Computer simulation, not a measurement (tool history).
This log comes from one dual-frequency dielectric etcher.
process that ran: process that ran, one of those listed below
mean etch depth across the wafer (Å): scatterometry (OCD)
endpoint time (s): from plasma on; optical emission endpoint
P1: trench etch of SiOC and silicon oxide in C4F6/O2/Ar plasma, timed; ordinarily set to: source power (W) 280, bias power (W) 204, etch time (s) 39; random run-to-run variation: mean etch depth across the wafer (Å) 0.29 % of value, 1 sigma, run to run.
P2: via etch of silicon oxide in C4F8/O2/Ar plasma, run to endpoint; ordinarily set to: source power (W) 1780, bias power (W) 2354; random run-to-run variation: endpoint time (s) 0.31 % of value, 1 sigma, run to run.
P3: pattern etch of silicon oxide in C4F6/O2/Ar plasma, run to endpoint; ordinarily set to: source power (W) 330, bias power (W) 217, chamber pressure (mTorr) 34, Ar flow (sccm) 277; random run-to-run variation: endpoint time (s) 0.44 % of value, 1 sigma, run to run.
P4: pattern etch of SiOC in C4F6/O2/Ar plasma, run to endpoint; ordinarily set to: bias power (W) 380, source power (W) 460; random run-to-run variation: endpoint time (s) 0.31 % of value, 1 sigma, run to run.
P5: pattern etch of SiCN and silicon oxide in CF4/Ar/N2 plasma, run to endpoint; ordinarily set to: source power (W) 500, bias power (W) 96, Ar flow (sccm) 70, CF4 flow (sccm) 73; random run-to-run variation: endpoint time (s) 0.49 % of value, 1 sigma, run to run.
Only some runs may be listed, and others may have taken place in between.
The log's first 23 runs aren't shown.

run,hour,process that ran,source power (W),bias power (W),etch time (s),chamber pressure (mTorr),Ar flow (sccm),CF4 flow (sccm),mean etch depth across the wafer (Å),endpoint time (s)
24,184.8,P5,500,66,,,70,73,,10.317
25,191.9,P1,280,204,39,,,,711.79,
26,198.1,P3,330,217,,34,380,,,16.126
27,207.5,P4,460,476,,,,,,13.212
28,215.6,P5,500,96,,,70,99,,8.8113
29,224.7,P3,330,217,,34,277,,,15.404
30,234,P1,280,204,57.5,,,,1048.2,
31,240.7,P1,280,204,39,,,,707.6,
32,249.9,P1,280,204,39,,,,709.19,
33,256.5,P1,280,204,39,,,,706.18,
34,265.5,P1,280,204,39,,,,701.94,
35,274.5,P1,280,204,39,,,,701.46,
36,281.4,P1,280,204,39,,,,702.03,
37,286,P1,280,204,39,,,,700.62,
# hour 289: wet clean of the chamber
38,292.4,P1,280,204,39,,,,701.57,
39,299.4,P1,280,204,39,,,,698.97,
40,304.9,P1,280,204,39,,,,698.56,

Expected results for the next run?
41,309.3,P1,280,204,39,,,,?,

mean etch depth across the wafer (Å): 701.9
